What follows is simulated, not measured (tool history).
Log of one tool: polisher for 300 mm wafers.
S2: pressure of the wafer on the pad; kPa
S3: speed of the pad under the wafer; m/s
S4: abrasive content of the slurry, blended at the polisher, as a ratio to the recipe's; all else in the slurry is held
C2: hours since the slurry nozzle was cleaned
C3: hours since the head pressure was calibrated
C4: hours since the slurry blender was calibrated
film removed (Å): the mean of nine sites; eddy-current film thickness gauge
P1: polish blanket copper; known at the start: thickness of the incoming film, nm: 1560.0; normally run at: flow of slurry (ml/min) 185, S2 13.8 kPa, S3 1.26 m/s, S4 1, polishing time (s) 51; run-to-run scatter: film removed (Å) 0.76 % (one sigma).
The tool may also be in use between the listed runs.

run 1 day=0.458 | flow_of_slurry_(ml/min)=185 S2=13.8 S3=1.26 S4=1 polishing_time_(s)=51 | wafers_polished_on_this_pad=930 C2=126.5 C3=354 C4=49.1 | film_removed_(Å)=1497.2
run 2 day=0.862 | flow_of_slurry_(ml/min)=270 S2=13.8 S3=1.26 S4=1 polishing_time_(s)=51 | wafers_polished_on_this_pad=1013 C2=136.2 C3=363.7 C4=58.8 | film_removed_(Å)=1590.4
run 3 day=1.367 | flow_of_slurry_(ml/min)=110 S2=13.8 S3=1.26 S4=1 polishing_time_(s)=51 | wafers_polished_on_this_pad=1117 C2=148.3 C3=375.8 C4=70.9 | film_removed_(Å)=1354.9
run 4 day=1.725 | flow_of_slurry_(ml/min)=185 S2=13.8 S3=1.26 S4=1 polishing_time_(s)=51 | wafers_polished_on_this_pad=1190 C2=156.9 C3=384.4 C4=79.5 | film_removed_(Å)=1498.9
run 5 day=2 | flow_of_slurry_(ml/min)=185 S2=18.6 S3=1.26 S4=1 polishing_time_(s)=51 | wafers_polished_on_this_pad=1247 C2=163.5 C3=391 C4=86.1 | film_removed_(Å)=2018
run 6 day=2.317 | flow_of_slurry_(ml/min)=270 S2=20 S3=1.26 S4=1 polishing_time_(s)=51 | wafers_polished_on_this_pad=1312 C2=171.1 C3=398.6 C4=93.7 | film_removed_(Å)=2276.8
run 7 day=2.65 | flow_of_slurry_(ml/min)=185 S2=13.8 S3=0.86 S4=1 polishing_time_(s)=23 | wafers_polished_on_this_pad=1380 C2=179.1 C3=406.6 C4=101.7 | film_removed_(Å)=456.89
run 8 day=3.112 | flow_of_slurry_(ml/min)=185 S2=13.8 S3=1.26 S4=1 polishing_time_(s)=51 | wafers_polished_on_this_pad=1475 C2=190.2 C3=417.7 C4=112.8 | film_removed_(Å)=1494.5
run 9 day=3.575 | flow_of_slurry_(ml/min)=185 S2=13.8 S3=1.26 S4=1 polishing_time_(s)=51 | wafers_polished_on_this_pad=1570 C2=201.3 C3=428.8 C4=123.9 | film_removed_(Å)=1498.1
run 10 day=3.992 | flow_of_slurry_(ml/min)=185 S2=13.8 S3=1.26 S4=1 polishing_time_(s)=51 | wafers_polished_on_this_pad=1656 C2=211.3 C3=438.8 C4=133.9 | film_removed_(Å)=1484.6
run 11 day=4.296 | flow_of_slurry_(ml/min)=185 S2=13.8 S3=1.26 S4=1.4 polishing_time_(s)=51 | wafers_polished_on_this_pad=1718 C2=218.6 C3=446.1 C4=141.2 | film_removed_(Å)=1608.3
run 12 day=4.546 | flow_of_slurry_(ml/min)=185 S2=13.8 S3=1.26 S4=1 polishing_time_(s)=80 | wafers_polished_on_this_pad=1770 C2=224.6 C3=452.1 C4=147.2 | film_removed_(Å)=2373.8
run 13 day=4.783 | flow_of_slurry_(ml/min)=185 S2=13.8 S3=0.94 S4=1 polishing_time_(s)=51 | wafers_polished_on_this_pad=1818 C2=230.3 C3=457.8 C4=152.9 | film_removed_(Å)=1128.9
run 14 day=5.171 | flow_of_slurry_(ml/min)=185 S2=13.8 S3=1.84 S4=1 polishing_time_(s)=51 | wafers_polished_on_this_pad=1898 C2=239.6 C3=467.1 C4=162.2 | film_removed_(Å)=2196.2
run 15 day=5.433 | flow_of_slurry_(ml/min)=185 S2=6.2 S3=1.26 S4=1 polishing_time_(s)=51 | wafers_polished_on_this_pad=1952 C2=245.9 C3=473.4 C4=168.5 | film_removed_(Å)=665.11
run 16 day=5.854 | flow_of_slurry_(ml/min)=185 S2=13.8 S3=1.26 S4=1 polishing_time_(s)=30 | wafers_polished_on_this_pad=2038 C2=256 C3=483.5 C4=178.6 | film_removed_(Å)=886.28
run 17 day=6.208 | flow_of_slurry_(ml/min)=185 S2=13.8 S3=1.26 S4=0.6 polishing_time_(s)=51 | wafers_polished_on_this_pad=2111 C2=264.5 C3=492 C4=187.1 | film_removed_(Å)=1346.3

The next listed run, before its measurement:
run 18 day=6.688 | flow_of_slurry_(ml/min)=185 S2=13.8 S3=1.26 S4=1 polishing_time_(s)=51 | wafers_polished_on_this_pad=2209 C2=276 C3=503.5 C4=198.6 | film_removed_(Å)=?

{"run 18": {"film removed (Å)": 1498.6}}
